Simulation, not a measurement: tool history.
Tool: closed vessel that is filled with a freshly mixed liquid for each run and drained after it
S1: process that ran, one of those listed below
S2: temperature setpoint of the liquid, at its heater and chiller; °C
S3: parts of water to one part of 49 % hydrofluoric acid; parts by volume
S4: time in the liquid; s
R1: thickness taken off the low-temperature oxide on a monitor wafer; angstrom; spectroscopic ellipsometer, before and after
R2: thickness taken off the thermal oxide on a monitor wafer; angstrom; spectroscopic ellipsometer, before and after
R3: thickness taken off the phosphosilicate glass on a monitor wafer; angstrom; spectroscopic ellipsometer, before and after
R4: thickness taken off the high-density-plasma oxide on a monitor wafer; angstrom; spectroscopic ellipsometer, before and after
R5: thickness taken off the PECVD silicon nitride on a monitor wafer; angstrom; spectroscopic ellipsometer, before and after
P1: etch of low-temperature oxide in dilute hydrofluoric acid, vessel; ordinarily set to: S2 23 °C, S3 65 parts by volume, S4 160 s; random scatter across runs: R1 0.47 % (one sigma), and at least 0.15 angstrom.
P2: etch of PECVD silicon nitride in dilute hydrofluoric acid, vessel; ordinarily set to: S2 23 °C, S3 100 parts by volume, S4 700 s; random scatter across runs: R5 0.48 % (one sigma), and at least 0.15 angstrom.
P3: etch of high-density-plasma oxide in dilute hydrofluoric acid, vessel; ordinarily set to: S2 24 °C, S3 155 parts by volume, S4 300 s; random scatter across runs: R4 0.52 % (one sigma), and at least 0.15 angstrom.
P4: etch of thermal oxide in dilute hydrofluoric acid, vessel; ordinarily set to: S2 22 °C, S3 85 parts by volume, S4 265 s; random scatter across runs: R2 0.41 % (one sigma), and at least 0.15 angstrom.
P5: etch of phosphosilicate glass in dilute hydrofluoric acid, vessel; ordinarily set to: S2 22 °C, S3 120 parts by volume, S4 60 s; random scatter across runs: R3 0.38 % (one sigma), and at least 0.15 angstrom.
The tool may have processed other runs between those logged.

Run 1, hour 12.5: S1 P1, S2 23 °C, S3 65 parts by volume, S4 160 s. Result: R1 476.03 angstrom.
Run 2, hour 23.3: S1 P4, S2 22 °C, S3 85 parts by volume, S4 70 s. Result: R2 37.953 angstrom.
Run 3, hour 33.9: S1 P1, S2 23 °C, S3 65 parts by volume, S4 160 s. Result: R1 473.78 angstrom.
Run 4, hour 45.6: S1 P1, S2 23 °C, S3 110 parts by volume, S4 280 s. Result: R1 463.13 angstrom.
Run 5, hour 62.7: S1 P1, S2 23 °C, S3 65 parts by volume, S4 160 s. Result: R1 474.07 angstrom.
Run 6, hour 71.9: S1 P1, S2 17.5 °C, S3 65 parts by volume, S4 160 s. Result: R1 379.66 angstrom.
Run 7, hour 88.9: S1 P5, S2 22 °C, S3 120 parts by volume, S4 105 s. Result: R3 1620 angstrom.
Run 8, hour 107.6: S1 P3, S2 31.5 °C, S3 155 parts by volume, S4 300 s. Result: R4 164.59 angstrom.
Run 9, hour 125.5: S1 P1, S2 28.5 °C, S3 65 parts by volume, S4 30 s. Result: R1 110.6 angstrom.
Run 10, hour 138.1: S1 P1, S2 23 °C, S3 100 parts by volume, S4 160 s. Result: R1 295.13 angstrom.
Run 11, hour 148.5: S1 P1, S2 23 °C, S3 65 parts by volume, S4 160 s. Result: R1 472.21 angstrom.
Run 12, hour 160.7: S1 P4, S2 22 °C, S3 35 parts by volume, S4 265 s. Result: R2 371 angstrom.
Run 13, hour 177.9: S1 P3, S2 24 °C, S3 155 parts by volume, S4 170 s. Result: R4 70.325 angstrom.
Run 14, hour 191.7: S1 P1, S2 23 °C, S3 65 parts by volume, S4 160 s. Result: R1 476.44 angstrom.
Run 15, hour 204.9: S1 P3, S2 24 °C, S3 155 parts by volume, S4 300 s. Result: R4 123.65 angstrom.
Run 16, hour 216.3: S1 P1, S2 23 °C, S3 65 parts by volume, S4 315 s. Result: R1 934.87 angstrom.
Run 17, hour 232.6: S1 P3, S2 24 °C, S3 220 parts by volume, S4 300 s. Result: R4 80.462 angstrom.
Run 18, hour 247.5: S1 P1, S2 23 °C, S3 65 parts by volume, S4 30 s. Result: R1 89.582 angstrom.
Run 19, hour 265.4: S1 P2, S2 23 °C, S3 100 parts by volume, S4 700 s. Result: R5 204.34 angstrom.
Run 20, hour 279.9: S1 P2, S2 28.5 °C, S3 100 parts by volume, S4 700 s. Result: R5 293.29 angstrom.
Run 21, hour 289.6: S1 P5, S2 22 °C, S3 165 parts by volume, S4 60 s. Result: R3 642.06 angstrom.
Run 22, hour 304: S1 P4, S2 22 °C, S3 85 parts by volume, S4 265 s. Result: R2 141.63 angstrom.
Run 23, hour 316.7: S1 P1, S2 23 °C, S3 65 parts by volume, S4 160 s. Result: R1 476.27 angstrom.
Run 24, hour 332.4: S1 P1, S2 23 °C, S3 30 parts by volume, S4 160 s. Result: R1 1085.8 angstrom.
Run 25, hour 343.5: S1 P1, S2 31 °C, S3 65 parts by volume, S4 160 s. Result: R1 653.67 angstrom.
Run 26, hour 353.9: S1 P5, S2 22 °C, S3 120 parts by volume, S4 60 s. Result: R3 923.23 angstrom.
Run 27, hour 365: S1 P5, S2 17 °C, S3 120 parts by volume, S4 60 s. Result: R3 760.73 angstrom.
Run 28, hour 383.7: S1 P2, S2 23 °C, S3 25 parts by volume, S4 700 s. Result: R5 790.88 angstrom.
Run 29, hour 399.9: S1 P4, S2 29.5 °C, S3 85 parts by volume, S4 265 s. Result: R2 193.33 angstrom.
Run 30, hour 411.7: S1 P2, S2 23 °C, S3 100 parts by volume, S4 200 s. Result: R5 59.034 angstrom.
Run 31, hour 423: S1 P1, S2 23 °C, S3 65 parts by volume, S4 160 s. Result: R1 477.9 angstrom.
Run 32, hour 439: S1 P1, S2 23 °C, S3 65 parts by volume, S4 160 s. Result: R1 497.24 angstrom.
Run 33, hour 450.5: S1 P1, S2 23 °C, S3 65 parts by volume, S4 160 s. Result: R1 507.62 angstrom.
Run 34, hour 462.7: S1 P1, S2 23 °C, S3 65 parts by volume, S4 160 s. Result: R1 509.69 angstrom.
Run 35, hour 472.6: S1 P1, S2 23 °C, S3 65 parts by volume, S4 160 s. Result: R1 514.28 angstrom.
Run 36, hour 484.3: S1 P1, S2 23 °C, S3 65 parts by volume, S4 160 s. Result: R1 514.06 angstrom.
Run 37, hour 493.1: S1 P1, S2 23 °C, S3 65 parts by volume, S4 160 s. Result: R1 510.9 angstrom.

The log shows P1 creeping away from where it was. Any of the 2 causes listed here, at the size stated for it, fits the log just as well as the others:
A: liquid hotter than its thermometer reads (K) = 1.99
B: hydrofluoric acid flow above the setpoint (%) = 7.75
Onset of the creep was near hour 423.

Of the 4 check runs listed below, each run on one wafer and each result written as a question mark, which would let you distinguish the listed causes because they would give clearly different results?
Run check 1, hour 501.9: S1 P5, S2 22 °C, S3 120 parts by volume, S4 60 s. Result: R3 ?.
Run check 2, hour 501.9: S1 P4, S2 22 °C, S3 85 parts by volume, S4 265 s. Result: R2 ?.
Run check 3, hour 501.9: S1 P3, S2 24 °C, S3 155 parts by volume, S4 300 s. Result: R4 ?.
Run check 4, hour 501.9: S1 P2, S2 23 °C, S3 100 parts by volume, S4 700 s. Result: R5 ?.

Predicted outcomes, by check and by cause:
  check  result    if A    if B
check 1      R3    1004  1010.1
check 2      R2  154.75  154.99
check 3      R4  133.87  135.54
check 4      R5  234.16  221.03
How far apart the two closest causes lie, in the result that separates them most: check 1 0.61 %; check 2 0.15 %; check 3 1.24 %; check 4 5.77 %
Only check 4 tells the causes apart: in the others they would give nearly the same result.

Check 4 was then run and gave: R5 235.62 angstrom. Which cause is it?

It is A: liquid hotter than its thermometer reads (K).
